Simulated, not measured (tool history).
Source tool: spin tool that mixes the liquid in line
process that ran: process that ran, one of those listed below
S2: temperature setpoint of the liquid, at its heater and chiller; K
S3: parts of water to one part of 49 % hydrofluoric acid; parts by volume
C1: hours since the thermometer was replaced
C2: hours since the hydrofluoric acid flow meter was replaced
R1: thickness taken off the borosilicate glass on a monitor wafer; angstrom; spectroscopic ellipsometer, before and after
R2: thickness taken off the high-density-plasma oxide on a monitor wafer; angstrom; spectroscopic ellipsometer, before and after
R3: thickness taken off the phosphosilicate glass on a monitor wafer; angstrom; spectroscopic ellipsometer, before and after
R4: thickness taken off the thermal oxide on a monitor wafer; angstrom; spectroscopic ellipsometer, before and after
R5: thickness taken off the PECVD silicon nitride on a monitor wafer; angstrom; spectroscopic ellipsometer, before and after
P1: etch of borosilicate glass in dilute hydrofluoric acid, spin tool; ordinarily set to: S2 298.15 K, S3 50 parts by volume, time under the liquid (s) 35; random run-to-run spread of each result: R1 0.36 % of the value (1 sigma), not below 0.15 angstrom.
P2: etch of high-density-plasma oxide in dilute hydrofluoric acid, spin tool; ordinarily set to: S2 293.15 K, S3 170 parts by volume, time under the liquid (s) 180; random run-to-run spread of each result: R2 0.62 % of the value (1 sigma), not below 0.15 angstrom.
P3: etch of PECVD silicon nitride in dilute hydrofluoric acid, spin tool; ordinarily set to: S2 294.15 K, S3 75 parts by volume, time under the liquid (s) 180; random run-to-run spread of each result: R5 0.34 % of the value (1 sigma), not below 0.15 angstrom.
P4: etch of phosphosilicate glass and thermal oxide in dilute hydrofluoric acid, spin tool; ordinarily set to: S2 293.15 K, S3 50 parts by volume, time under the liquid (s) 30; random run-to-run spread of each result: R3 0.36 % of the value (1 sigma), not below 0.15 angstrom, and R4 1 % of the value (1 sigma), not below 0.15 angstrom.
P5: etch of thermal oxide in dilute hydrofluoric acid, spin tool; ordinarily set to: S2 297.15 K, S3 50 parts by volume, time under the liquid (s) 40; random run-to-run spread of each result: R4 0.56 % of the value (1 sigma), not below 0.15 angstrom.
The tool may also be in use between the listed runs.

run 1 hour=13.0 | process_that_ran=P1 S2=298.15 S3=50 time_under_the_liquid_(s)=35 | C1=112.4 C2=187.3 | R1=256.300
run 2 hour=22.4 | process_that_ran=P2 S2=293.15 S3=170 time_under_the_liquid_(s)=70 | C1=121.8 C2=196.7 | R2=15.978
run 3 hour=35.1 | process_that_ran=P1 S2=298.15 S3=75 time_under_the_liquid_(s)=20 | C1=134.5 C2=209.4 | R1=94.568
run 4 hour=41.1 | process_that_ran=P4 S2=300.15 S3=50 time_under_the_liquid_(s)=30 | C1=140.5 C2=215.4 | R3=1270.60 R4=33.480
run 5 hour=52.7 | process_that_ran=P5 S2=297.15 S3=85 time_under_the_liquid_(s)=40 | C1=152.1 C2=227.0 | R4=22.853
run 6 hour=66.1 | process_that_ran=P4 S2=293.15 S3=50 time_under_the_liquid_(s)=15 | C1=165.5 C2=240.4 | R3=476.85 R4=12.544
run 7 hour=76.4 | process_that_ran=P1 S2=303.15 S3=50 time_under_the_liquid_(s)=35 | C1=175.8 C2=250.7 | R1=314.450
run 8 hour=82.5 | process_that_ran=P1 S2=298.15 S3=50 time_under_the_liquid_(s)=35 | C1=181.9 C2=256.8 | R1=257.400
run 9 hour=90.0 | process_that_ran=P4 S2=293.15 S3=50 time_under_the_liquid_(s)=30 | C1=189.4 C2=264.3 | R3=956.44 R4=25.554
run 10 hour=98.2 | process_that_ran=P3 S2=294.15 S3=125 time_under_the_liquid_(s)=180 | C1=197.6 C2=272.5 | R5=57.628
run 11 hour=109.6 | process_that_ran=P1 S2=298.15 S3=50 time_under_the_liquid_(s)=20 | C1=209.0 C2=283.9 | R1=146.690
run 12 hour=118.1 | process_that_ran=P4 S2=293.15 S3=25 time_under_the_liquid_(s)=30 | C1=217.5 C2=292.4 | R3=1950.50 R4=52.435
run 13 hour=124.9 | process_that_ran=P1 S2=298.15 S3=80 time_under_the_liquid_(s)=35 | C1=224.3 C2=299.2 | R1=153.700
run 14 hour=134.9 | process_that_ran=P3 S2=294.15 S3=75 time_under_the_liquid_(s)=180 | C1=234.3 C2=309.2 | R5=94.537
run 15 hour=142.2 | process_that_ran=P2 S2=293.15 S3=55 time_under_the_liquid_(s)=180 | C1=241.6 C2=316.5 | R2=145.910
run 16 hour=153.6 | process_that_ran=P1 S2=304.15 S3=50 time_under_the_liquid_(s)=20 | C1=253.0 C2=327.9 | R1=187.220
run 17 hour=162.4 | process_that_ran=P5 S2=297.15 S3=50 time_under_the_liquid_(s)=70 | C1=261.8 C2=336.7 | R4=70.987
run 18 hour=169.6 | process_that_ran=P1 S2=298.15 S3=25 time_under_the_liquid_(s)=35 | C1=269.0 C2=343.9 | R1=530.500
run 19 hour=178.8 | process_that_ran=P1 S2=298.15 S3=50 time_under_the_liquid_(s)=35 | C1=278.2 C2=353.1 | R1=255.770
run 20 hour=189.2 | process_that_ran=P3 S2=298.65 S3=75 time_under_the_liquid_(s)=180 | C1=288.6 C2=363.5 | R5=127.160
run 21 hour=200.6 | process_that_ran=P4 S2=293.15 S3=50 time_under_the_liquid_(s)=30 | C1=300.0 C2=374.9 | R3=946.86 R4=24.960
run 22 hour=212.2 | process_that_ran=P3 S2=294.15 S3=75 time_under_the_liquid_(s)=280 | C1=311.6 C2=386.5 | R5=146.910
run 23 hour=219.3 | process_that_ran=P1 S2=290.15 S3=50 time_under_the_liquid_(s)=35 | C1=318.7 C2=393.6 | R1=182.680
run 24 hour=228.7 | process_that_ran=P3 S2=294.15 S3=75 time_under_the_liquid_(s)=180 | C1=328.1 C2=403.0 | R5=94.279
run 25 hour=240.1 | process_that_ran=P2 S2=299.65 S3=170 time_under_the_liquid_(s)=180 | C1=339.5 C2=414.4 | R2=53.502
run 26 hour=249.3 | process_that_ran=P5 S2=290.15 S3=50 time_under_the_liquid_(s)=40 | C1=348.7 C2=423.6 | R4=30.124
run 27 hour=256.3 | process_that_ran=P1 S2=298.15 S3=50 time_under_the_liquid_(s)=35 | C1=355.7 C2=430.6 | R1=257.210
run 28 hour=262.4 | process_that_ran=P2 S2=293.15 S3=170 time_under_the_liquid_(s)=180 | C1=361.8 C2=436.7 | R2=42.019
run 29 hour=270.5 | process_that_ran=P5 S2=297.15 S3=50 time_under_the_liquid_(s)=40 | C1=369.9 C2=444.8 | R4=40.541
run 30 hour=278.0 | process_that_ran=P1 S2=298.15 S3=50 time_under_the_liquid_(s)=35 | C1=377.4 C2=452.3 | R1=256.810
run 31 hour=284.8 | process_that_ran=P1 S2=298.15 S3=50 time_under_the_liquid_(s)=35 | C1=384.2 C2=459.1 | R1=257.200
run 32 hour=295.8 | process_that_ran=P1 S2=298.15 S3=50 time_under_the_liquid_(s)=65 | C1=395.2 C2=470.1 | R1=477.210
run 33 hour=302.7 | process_that_ran=P1 S2=298.15 S3=50 time_under_the_liquid_(s)=35 | C1=402.1 C2=477.0 | R1=257.070
run 34 hour=313.2 | process_that_ran=P1 S2=298.15 S3=50 time_under_the_liquid_(s)=35 | C1=412.6 C2=487.5 | R1=263.080
run 35 hour=323.9 | process_that_ran=P1 S2=298.15 S3=50 time_under_the_liquid_(s)=35 | C1=423.3 C2=498.2 | R1=265.470
run 36 hour=333.1 | process_that_ran=P1 S2=298.15 S3=50 time_under_the_liquid_(s)=35 | C1=432.5 C2=507.4 | R1=268.890
run 37 hour=341.1 | process_that_ran=P1 S2=298.15 S3=50 time_under_the_liquid_(s)=35 | C1=440.5 C2=515.4 | R1=270.350

Run 38 has not been measured yet. What should we expect?
run 38 hour=347.8 | process_that_ran=P1 S2=298.15 S3=50 time_under_the_liquid_(s)=35 | C1=447.2 C2=522.1 | R1=?

R1: 268.880 angstrom
